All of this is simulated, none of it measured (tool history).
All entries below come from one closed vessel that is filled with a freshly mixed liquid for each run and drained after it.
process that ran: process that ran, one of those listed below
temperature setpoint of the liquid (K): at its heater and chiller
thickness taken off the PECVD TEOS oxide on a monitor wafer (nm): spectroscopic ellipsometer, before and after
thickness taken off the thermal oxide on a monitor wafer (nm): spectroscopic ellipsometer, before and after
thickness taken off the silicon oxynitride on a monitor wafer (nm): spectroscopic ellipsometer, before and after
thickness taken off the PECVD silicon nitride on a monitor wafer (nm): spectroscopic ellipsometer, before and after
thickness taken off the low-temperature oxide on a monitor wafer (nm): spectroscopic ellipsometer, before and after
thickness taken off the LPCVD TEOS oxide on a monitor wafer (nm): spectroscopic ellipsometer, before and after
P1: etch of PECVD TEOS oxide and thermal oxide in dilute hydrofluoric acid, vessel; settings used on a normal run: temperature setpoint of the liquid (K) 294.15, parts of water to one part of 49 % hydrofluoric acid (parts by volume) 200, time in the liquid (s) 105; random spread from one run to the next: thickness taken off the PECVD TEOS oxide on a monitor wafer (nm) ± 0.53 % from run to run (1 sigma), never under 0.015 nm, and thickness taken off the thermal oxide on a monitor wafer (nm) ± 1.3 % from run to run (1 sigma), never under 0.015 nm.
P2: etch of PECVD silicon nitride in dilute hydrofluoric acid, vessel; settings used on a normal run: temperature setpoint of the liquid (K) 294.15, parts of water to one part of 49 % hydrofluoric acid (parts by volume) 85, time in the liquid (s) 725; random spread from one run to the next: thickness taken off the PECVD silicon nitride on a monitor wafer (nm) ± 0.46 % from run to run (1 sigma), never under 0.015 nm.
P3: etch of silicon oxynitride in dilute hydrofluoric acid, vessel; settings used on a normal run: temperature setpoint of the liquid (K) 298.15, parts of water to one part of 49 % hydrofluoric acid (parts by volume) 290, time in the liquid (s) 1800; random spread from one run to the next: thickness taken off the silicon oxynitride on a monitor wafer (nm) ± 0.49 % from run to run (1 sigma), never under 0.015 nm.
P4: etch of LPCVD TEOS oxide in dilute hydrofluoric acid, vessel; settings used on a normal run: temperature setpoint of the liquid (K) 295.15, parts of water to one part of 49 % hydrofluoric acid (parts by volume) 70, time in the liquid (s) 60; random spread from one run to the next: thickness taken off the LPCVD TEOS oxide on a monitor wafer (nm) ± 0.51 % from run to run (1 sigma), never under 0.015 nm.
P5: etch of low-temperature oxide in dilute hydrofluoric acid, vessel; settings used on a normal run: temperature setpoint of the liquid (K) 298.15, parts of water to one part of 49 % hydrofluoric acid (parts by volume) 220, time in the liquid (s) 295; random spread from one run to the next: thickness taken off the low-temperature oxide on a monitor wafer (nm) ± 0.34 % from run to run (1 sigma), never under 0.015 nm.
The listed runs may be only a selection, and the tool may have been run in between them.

| run | day | process that ran | temperature setpoint of the liquid (K) | parts of water to one part of 49 % hydrofluoric acid (parts by volume) | time in the liquid (s) | hours since the thermometer was replaced | hours since the hydrofluoric acid flow meter was replaced | thickness taken off the PECVD TEOS oxide on a monitor wafer (nm) | thickness taken off the thermal oxide on a monitor wafer (nm) | thickness taken off the silicon oxynitride on a monitor wafer (nm) | thickness taken off the PECVD silicon nitride on a monitor wafer (nm) | thickness taken off the low-temperature oxide on a monitor wafer (nm) | thickness taken off the LPCVD TEOS oxide on a monitor wafer (nm) |
|---|---|---|---|---|---|---|---|---|---|---|---|---|---|
| 1 | 0.35 | P1 | 294.15 | 200 | 105 | 745.4 | 823.2 | 8.0878 | 1.997 |  |  |  |  |
| 2 | 0.738 | P1 | 300.15 | 125 | 105 | 754.7 | 832.5 | 17.62 | 4.3825 |  |  |  |  |
| 3 | 1.188 | P1 | 294.15 | 200 | 30 | 765.5 | 843.3 | 2.3238 | 0.56264 |  |  |  |  |
| 4 | 1.733 | P3 | 303.15 | 290 | 1800 | 778.6 | 856.4 |  |  | 9.8041 |  |  |  |
| 5 | 2.183 | P1 | 294.15 | 330 | 105 | 789.4 | 867.2 | 4.3244 | 1.0555 |  |  |  |  |
| 6 | 2.55 | P1 | 294.15 | 200 | 185 | 798.2 | 876 | 14.277 | 3.5324 |  |  |  |  |
| 7 | 3.046 | P2 | 294.15 | 85 | 725 | 810.1 | 887.9 |  |  |  | 11.686 |  |  |
| 8 | 3.396 | P2 | 294.15 | 115 | 725 | 818.5 | 896.3 |  |  |  | 8.636 |  |  |
| 9 | 3.954 | P1 | 290.15 | 200 | 105 | 831.9 | 909.7 | 6.9091 | 1.7008 |  |  |  |  |
| 10 | 4.242 | P3 | 298.15 | 290 | 255 | 838.8 | 916.6 |  |  | 1.145 |  |  |  |
| 11 | 4.788 | P3 | 298.15 | 290 | 1800 | 851.9 | 929.7 |  |  | 7.9486 |  |  |  |
| 12 | 5.321 | P5 | 298.15 | 220 | 295 | 864.7 | 942.5 |  |  |  |  | 25.544 |  |
| 13 | 5.654 | P5 | 298.15 | 105 | 295 | 872.7 | 950.5 |  |  |  |  | 61.036 |  |
| 14 | 6.021 | P1 | 294.15 | 300 | 185 | 881.5 | 959.3 | 8.6109 | 2.1148 |  |  |  |  |
| 15 | 6.438 | P5 | 303.65 | 220 | 295 | 891.5 | 969.3 |  |  |  |  | 31.104 |  |
| 16 | 6.962 | P1 | 294.15 | 200 | 105 | 904.1 | 981.9 | 8.1126 | 1.9919 |  |  |  |  |
| 17 | 7.412 | P1 | 298.65 | 200 | 105 | 914.9 | 992.7 | 9.5634 | 2.3303 |  |  |  |  |
| 18 | 7.758 | P4 | 295.15 | 120 | 60 | 923.2 | 1001 |  |  |  |  |  | 24.097 |
| 19 | 8.279 | P1 | 294.15 | 115 | 105 | 935.7 | 1013.5 | 15.468 | 3.8019 |  |  |  |  |
| 20 | 8.871 | P1 | 294.15 | 200 | 105 | 949.9 | 1027.7 | 8.1644 | 2.0263 |  |  |  |  |
| 21 | 9.283 | P1 | 294.15 | 200 | 105 | 959.8 | 1037.6 | 8.085 | 2.0329 |  |  |  |  |
| 22 | 9.704 | P5 | 298.15 | 220 | 75 | 969.9 | 1047.7 |  |  |  |  | 6.5092 |  |

Run 23 is up next; what results do you expect?
| 23 | 10 | P2 | 290.15 | 85 | 725 | 977 | 1054.8 |  |  |  | ? |  |  |

{"run 23": {"thickness taken off the PECVD silicon nitride on a monitor wafer (nm)": 8.8909}}
